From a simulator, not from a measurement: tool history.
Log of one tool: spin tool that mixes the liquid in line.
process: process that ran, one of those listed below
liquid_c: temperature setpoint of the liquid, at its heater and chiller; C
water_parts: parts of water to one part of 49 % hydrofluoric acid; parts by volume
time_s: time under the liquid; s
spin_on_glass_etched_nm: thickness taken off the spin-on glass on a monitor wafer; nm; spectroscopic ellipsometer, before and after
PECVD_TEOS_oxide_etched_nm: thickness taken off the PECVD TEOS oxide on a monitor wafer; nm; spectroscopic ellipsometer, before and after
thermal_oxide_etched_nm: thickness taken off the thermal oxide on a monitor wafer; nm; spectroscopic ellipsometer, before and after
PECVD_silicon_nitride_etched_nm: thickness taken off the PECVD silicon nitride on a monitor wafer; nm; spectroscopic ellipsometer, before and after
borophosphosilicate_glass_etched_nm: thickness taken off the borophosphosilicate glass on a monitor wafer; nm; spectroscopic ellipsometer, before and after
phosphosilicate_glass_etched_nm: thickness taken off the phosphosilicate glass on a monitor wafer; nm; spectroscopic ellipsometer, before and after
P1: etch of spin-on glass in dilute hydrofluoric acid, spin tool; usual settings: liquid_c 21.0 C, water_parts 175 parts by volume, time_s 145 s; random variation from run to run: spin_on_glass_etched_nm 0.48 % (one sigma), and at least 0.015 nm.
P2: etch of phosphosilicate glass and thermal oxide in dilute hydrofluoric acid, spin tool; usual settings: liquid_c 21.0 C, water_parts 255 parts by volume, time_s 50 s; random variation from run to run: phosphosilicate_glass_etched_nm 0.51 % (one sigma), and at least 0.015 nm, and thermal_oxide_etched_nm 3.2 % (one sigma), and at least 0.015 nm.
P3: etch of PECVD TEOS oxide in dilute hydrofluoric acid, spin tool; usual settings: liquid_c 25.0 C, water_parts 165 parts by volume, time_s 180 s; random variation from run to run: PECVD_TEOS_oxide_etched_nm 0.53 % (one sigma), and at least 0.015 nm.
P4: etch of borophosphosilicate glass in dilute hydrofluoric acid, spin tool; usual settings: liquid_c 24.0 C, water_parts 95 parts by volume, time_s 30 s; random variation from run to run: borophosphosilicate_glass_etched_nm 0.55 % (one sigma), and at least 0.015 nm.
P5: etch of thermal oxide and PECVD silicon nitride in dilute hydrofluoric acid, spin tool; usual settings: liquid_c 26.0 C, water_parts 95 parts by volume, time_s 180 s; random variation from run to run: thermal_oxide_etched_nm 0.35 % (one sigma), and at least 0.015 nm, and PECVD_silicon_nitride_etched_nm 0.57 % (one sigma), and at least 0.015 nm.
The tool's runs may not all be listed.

run,hour,process,liquid_c,water_parts,time_s,hours since the thermometer was replaced,hours since the hydrofluoric acid flow meter was replaced,spin_on_glass_etched_nm,PECVD_TEOS_oxide_etched_nm,thermal_oxide_etched_nm,PECVD_silicon_nitride_etched_nm,borophosphosilicate_glass_etched_nm,phosphosilicate_glass_etched_nm
1,4.6,P1,21.0,175,145,414.2,768.4,16.4960,,,,,
2,14.7,P1,21.0,175,145,424.3,778.5,16.3830,,,,,
3,20.8,P1,21.0,175,145,430.4,784.6,16.2870,,,,,
4,26.0,P3,25.0,165,180,435.6,789.8,,13.2540,,,,
5,30.9,P5,26.0,95,180,440.5,794.7,,,9.54990,11.768,,
6,37.9,P4,24.0,95,30,447.5,801.7,,,,,18.6330,
7,46.4,P1,21.0,175,15,456.0,810.2,1.7102,,,,,
8,55.2,P2,21.0,255,20,464.8,819.0,,,0.26838,,,3.6381
9,59.8,P1,21.0,255,145,469.4,823.6,10.3530,,,,,
10,70.2,P3,25.0,165,85,479.8,834.0,,6.1525,,,,
11,76.5,P4,24.0,95,15,486.1,840.3,,,,,9.2759,
12,82.0,P2,17.0,255,50,491.6,845.8,,,0.61677,,,7.7300
13,89.3,P1,21.0,110,145,498.9,853.1,27.9260,,,,,
14,96.0,P1,21.0,175,145,505.6,859.8,16.3410,,,,,
15,102.7,P1,21.0,175,145,512.3,866.5,16.2830,,,,,
16,107.3,P5,26.0,95,180,516.9,871.1,,,9.55180,11.731,,
17,117.0,P4,24.0,180,30,526.6,880.8,,,,,8.8453,
18,124.9,P3,21.5,165,180,534.5,888.7,,11.5450,,,,
19,135.1,P2,21.0,255,50,544.7,898.9,,,0.66118,,,8.9816
20,143.9,P2,21.0,355,50,553.5,907.7,,,0.43099,,,5.9147
21,149.2,P1,25.5,175,145,558.8,913.0,19.3600,,,,,
22,159.2,P3,25.0,250,180,568.8,923.0,,7.9405,,,,
23,164.9,P5,26.0,35,180,574.5,928.7,,,28.18100,31.236,,
24,172.5,P4,29.5,95,30,582.1,936.3,,,,,22.8560,
25,180.2,P5,34.0,95,180,589.8,944.0,,,12.90600,19.521,,
26,189.6,P1,17.0,175,145,599.2,953.4,14.0010,,,,,
27,199.7,P1,21.0,175,270,609.3,963.5,30.3250,,,,,
28,207.1,P1,21.0,175,145,616.7,970.9,16.3500,,,,,
29,212.6,P5,26.0,95,285,622.2,976.4,,,15.10800,18.703,,
30,217.6,P1,28.0,175,55,627.2,981.4,8.1189,,,,,
31,226.9,P4,24.0,95,30,636.5,990.7,,,,,18.3800,
32,233.1,P1,21.0,175,145,642.7,996.9,16.4170,,,,,
33,239.6,P1,21.0,175,145,649.2,1003.4,16.9000,,,,,
34,246.2,P1,21.0,175,145,655.8,1010.0,17.2260,,,,,
35,256.5,P1,21.0,175,145,666.1,1020.3,17.5370,,,,,
36,264.7,P1,21.0,175,145,674.3,1028.5,17.8070,,,,,
37,272.8,P1,21.0,175,145,682.4,1036.6,17.8320,,,,,
38,283.1,P1,21.0,175,145,692.7,1046.9,17.8950,,,,,
39,289.8,P1,21.0,175,145,699.4,1053.6,17.8710,,,,,
40,297.9,P1,21.0,175,145,707.5,1061.7,17.8580,,,,,

What P1 gives has crept away from where it was. These 2 causes fit the log equally well, each at the size given:
A: hydrofluoric acid flow above the setpoint (%) = 7.8
B: liquid hotter than its thermometer reads (K) = 2.31
The creep began at about hour 233.1.

4 check runs are offered, one wafer each, their results left as question marks. Which one tells the causes apart?
check 1,306.0,P3,25.0,215,180,,,,?,,,,
check 2,306.0,P4,24.0,140,15,,,,,,,?,
check 3,306.0,P5,33.5,45,180,,,,,?,?,,
check 4,306.0,P2,17.0,255,30,,,,,?,,,?

What each check would give under each cause:
check,result,if A,if B
check 1,PECVD_TEOS_oxide_etched_nm,10.4750,10.3750
check 2,borophosphosilicate_glass_etched_nm,6.4960,6.5024
check 3,thermal_oxide_etched_nm,31.47700,31.70000
check 3,PECVD_silicon_nitride_etched_nm,42.853,45.952
check 4,thermal_oxide_etched_nm,0.38834,0.38720
check 4,phosphosilicate_glass_etched_nm,5.1076,5.0927
How far apart the two closest causes lie, in the result that separates them most: check 1 0.96 %; check 2 0.1 %; check 3 6.98 %; check 4 0.29 %
Only check 3 tells the causes apart: in the others they would give nearly the same result.

Then check 3 was run and gave: thermal_oxide_etched_nm 31.21500 nm; PECVD_silicon_nitride_etched_nm 42.937 nm. Which cause is it?

It is A: hydrofluoric acid flow above the setpoint (%).
